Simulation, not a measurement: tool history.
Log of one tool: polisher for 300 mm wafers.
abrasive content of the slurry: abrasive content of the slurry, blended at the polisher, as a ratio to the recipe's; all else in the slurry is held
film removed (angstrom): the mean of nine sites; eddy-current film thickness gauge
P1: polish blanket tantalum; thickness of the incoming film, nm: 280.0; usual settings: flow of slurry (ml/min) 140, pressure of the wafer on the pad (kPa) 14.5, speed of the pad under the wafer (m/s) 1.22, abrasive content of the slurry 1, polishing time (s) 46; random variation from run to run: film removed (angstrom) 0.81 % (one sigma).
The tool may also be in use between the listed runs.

run,hour,flow of slurry (ml/min),pressure of the wafer on the pad (kPa),speed of the pad under the wafer (m/s),abrasive content of the slurry,polishing time (s),wafers polished on this pad,hours since the slurry nozzle was cleaned,hours since the head pressure was calibrated,hours since the slurry blender was calibrated,film removed (angstrom)
1,10.1,140,14.5,1.22,1,46,362,126.4,226.6,256,852.02
2,27.4,140,22.1,1.22,1,46,483,143.7,243.9,273.3,1278.3
3,40.5,140,14.5,0.66,1,46,575,156.8,257,286.4,455.21
# hour 50.2: slurry blender recalibrated
4,52.5,140,14.5,1.22,1,32,659,168.8,269,2.4,592.65
5,68.9,140,14.5,1.22,0.5,46,774,185.2,285.4,18.8,659.31
6,83.3,140,14.5,1.8,1,46,875,199.6,299.8,33.2,1253.1
7,101.5,140,8.3,1.22,1,46,1002,217.8,318,51.4,481.77
8,117.5,90,14.5,1.22,1,46,1114,233.8,334,67.4,769.32
9,129,140,14.5,1.22,1,46,1194,245.3,345.5,78.9,861.53
10,141.9,140,14.5,1.22,1.35,46,1285,258.2,358.4,91.8,915.6
11,158.8,200,14.5,1.22,1,46,1403,275.1,375.3,108.7,888.69
12,171.5,140,14.5,1.22,1,46,1492,287.8,388,121.4,847.99
13,182.2,140,14.5,1.22,1,46,1567,298.5,398.7,132.1,860.66
14,196.4,140,14.5,1.22,1,67,1666,312.7,412.9,146.3,1235.1
15,207.5,140,18.6,1.22,1,34,1744,323.8,424,157.4,809.95
16,219,140,8.3,0.74,1,46,1824,335.3,435.5,168.9,295.09
17,234.3,140,14.5,1.22,1.35,66,1931,350.6,450.8,184.2,1330.3
18,244.5,140,14.5,1.22,1,46,2002,360.8,461,194.4,850.76
19,262.2,140,14.5,1.22,1,46,2126,378.5,478.7,212.1,830.44
20,273.2,140,14.5,1.22,1,46,2203,389.5,489.7,223.1,830.65
21,291.5,140,14.5,1.22,1,46,2331,407.8,508,241.4,805.62

The next listed run, before its measurement:
22,300,140,14.5,1.22,1,46,2391,416.3,516.5,249.9,?

Run 22 gave film removed (angstrom) 795.07.
